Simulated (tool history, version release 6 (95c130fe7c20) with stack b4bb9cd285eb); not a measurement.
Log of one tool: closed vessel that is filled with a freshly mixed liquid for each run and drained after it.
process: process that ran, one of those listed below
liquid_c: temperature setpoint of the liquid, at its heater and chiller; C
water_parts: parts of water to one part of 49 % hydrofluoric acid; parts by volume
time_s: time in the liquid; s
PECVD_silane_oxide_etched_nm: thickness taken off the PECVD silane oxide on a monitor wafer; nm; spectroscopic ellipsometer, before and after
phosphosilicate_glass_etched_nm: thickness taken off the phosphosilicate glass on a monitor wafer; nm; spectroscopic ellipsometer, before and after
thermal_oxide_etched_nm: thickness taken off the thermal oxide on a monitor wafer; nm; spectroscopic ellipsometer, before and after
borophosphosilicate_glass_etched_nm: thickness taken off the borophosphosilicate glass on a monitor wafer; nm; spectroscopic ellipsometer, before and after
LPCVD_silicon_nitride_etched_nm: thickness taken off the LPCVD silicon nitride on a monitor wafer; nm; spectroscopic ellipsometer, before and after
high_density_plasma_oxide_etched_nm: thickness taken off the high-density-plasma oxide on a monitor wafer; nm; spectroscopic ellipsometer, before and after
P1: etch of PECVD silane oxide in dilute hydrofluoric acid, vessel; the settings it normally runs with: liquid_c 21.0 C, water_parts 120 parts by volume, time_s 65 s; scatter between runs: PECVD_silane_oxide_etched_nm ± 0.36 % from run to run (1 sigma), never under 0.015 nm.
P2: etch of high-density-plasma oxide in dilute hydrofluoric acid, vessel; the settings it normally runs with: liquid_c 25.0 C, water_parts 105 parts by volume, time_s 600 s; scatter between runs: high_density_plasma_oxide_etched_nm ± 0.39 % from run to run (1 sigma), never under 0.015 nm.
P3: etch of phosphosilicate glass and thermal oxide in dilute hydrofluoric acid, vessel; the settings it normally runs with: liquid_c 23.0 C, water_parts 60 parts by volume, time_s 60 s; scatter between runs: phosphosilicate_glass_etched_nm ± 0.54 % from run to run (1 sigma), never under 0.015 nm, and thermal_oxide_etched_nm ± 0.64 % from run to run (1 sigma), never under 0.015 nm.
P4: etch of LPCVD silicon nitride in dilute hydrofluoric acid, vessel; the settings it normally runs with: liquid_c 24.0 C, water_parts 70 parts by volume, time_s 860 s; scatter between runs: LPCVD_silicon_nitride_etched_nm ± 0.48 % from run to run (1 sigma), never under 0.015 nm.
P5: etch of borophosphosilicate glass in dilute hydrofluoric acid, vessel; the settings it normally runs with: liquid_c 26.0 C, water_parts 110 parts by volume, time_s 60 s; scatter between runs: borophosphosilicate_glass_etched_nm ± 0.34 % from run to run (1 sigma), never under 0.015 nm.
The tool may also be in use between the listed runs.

run	hour	process	liquid_c	water_parts	time_s	PECVD_silane_oxide_etched_nm	phosphosilicate_glass_etched_nm	thermal_oxide_etched_nm	borophosphosilicate_glass_etched_nm	LPCVD_silicon_nitride_etched_nm	high_density_plasma_oxide_etched_nm
1	6.0	P1	21.0	120	65	21.782					
2	10.4	P1	21.0	120	65	21.715					
3	16.2	P3	17.5	60	60		155.040	3.7776			
4	24.2	P1	25.0	120	65	25.552					
5	29.3	P1	21.0	120	35	11.759					
6	35.9	P1	21.0	60	65	46.836					
7	41.8	P1	21.0	120	110	36.949					
8	50.8	P5	26.0	110	60				31.739		
9	57.8	P1	27.0	120	40	16.910					
10	66.0	P4	24.0	70	1685					11.5090	
11	74.0	P4	24.0	70	860					5.9011	
12	83.0	P5	26.0	40	60				95.929		
13	90.3	P5	34.0	110	60				42.595		
14	98.5	P4	24.0	110	860					3.7933	
15	103.9	P1	21.0	120	65	21.821					
16	108.9	P2	25.0	175	600						29.503
17	113.1	P5	26.0	110	60				31.821		
18	118.9	P2	25.0	105	1130						101.240
19	126.4	P1	17.0	120	65	18.599					
# hour 130.2: thermometer replaced
20	132.8	P2	29.5	105	600						63.626
21	142.1	P1	21.0	120	65	21.951					
22	150.3	P3	23.0	60	60		195.190	4.7483			
23	157.3	P1	17.0	30	65	81.817					
24	165.1	P1	21.0	220	65	10.640					
25	174.2	P3	23.0	60	60		194.090	4.7018			
26	183.4	P3	23.0	20	60		617.590	14.9140			
27	190.2	P1	17.0	165	65	12.905					
28	195.9	P2	25.0	105	600						53.006
29	205.3	P4	32.0	70	860					9.8716	
30	213.1	P3	23.0	60	30		98.322	2.3742			
31	222.3	P1	21.0	120	65	21.736					
32	230.5	P1	21.0	120	65	21.734					
33	237.9	P4	24.0	70	860					5.8302	
34	242.4	P5	26.0	110	30				15.801		
35	246.7	P1	21.0	120	65	21.835					
36	253.4	P1	21.0	120	65	22.433					
37	262.8	P1	21.0	120	65	22.942					
38	269.6	P1	21.0	120	65	23.021					
39	278.3	P1	21.0	120	65	23.139					
40	283.2	P1	21.0	120	65	23.340					
41	290.4	P1	21.0	120	65	23.271					
42	298.6	P1	21.0	120	65	23.295					

The log shows P1 creeping away from where it was. Any of the 2 causes listed here, at the size stated for it, fits the log just as well as the others:
A: hydrofluoric acid flow above the setpoint (%) = 6.17
B: liquid hotter than its thermometer reads (K) = 1.7
The drift started at roughly hour 246.7.

Each of the 4 check runs below uses one wafer; its results are left as question marks. Which run tells the causes apart?
check 1	306.8	P2	29.5	105	865						?
check 2	306.8	P3	23.0	25	30		?	?			
check 3	306.8	P4	30.5	70	860					?	
check 4	306.8	P5	31.0	110	60				?		

Expected result of each check under each candidate cause:
check	result	if A	if B
check 1	high_density_plasma_oxide_etched_nm	97.774	97.277
check 2	phosphosilicate_glass_etched_nm	261.250	263.850
check 2	thermal_oxide_etched_nm	6.3556	6.4186
check 3	LPCVD_silicon_nitride_etched_nm	9.5536	10.0180
check 4	borophosphosilicate_glass_etched_nm	41.135	40.852
Per check, the gap between the least separated pair of causes, taken in the result that splits them most: check 1 0.51 %; check 2 0.99 %; check 3 4.75 %; check 4 0.69 %
Check 3 tells the causes apart: in the others they would give nearly the same result.

Check 3 was then run and gave: LPCVD_silicon_nitride_etched_nm 10.0200 nm. Which cause is it?

The correct cause is B, namely: liquid hotter than its thermometer reads (K).

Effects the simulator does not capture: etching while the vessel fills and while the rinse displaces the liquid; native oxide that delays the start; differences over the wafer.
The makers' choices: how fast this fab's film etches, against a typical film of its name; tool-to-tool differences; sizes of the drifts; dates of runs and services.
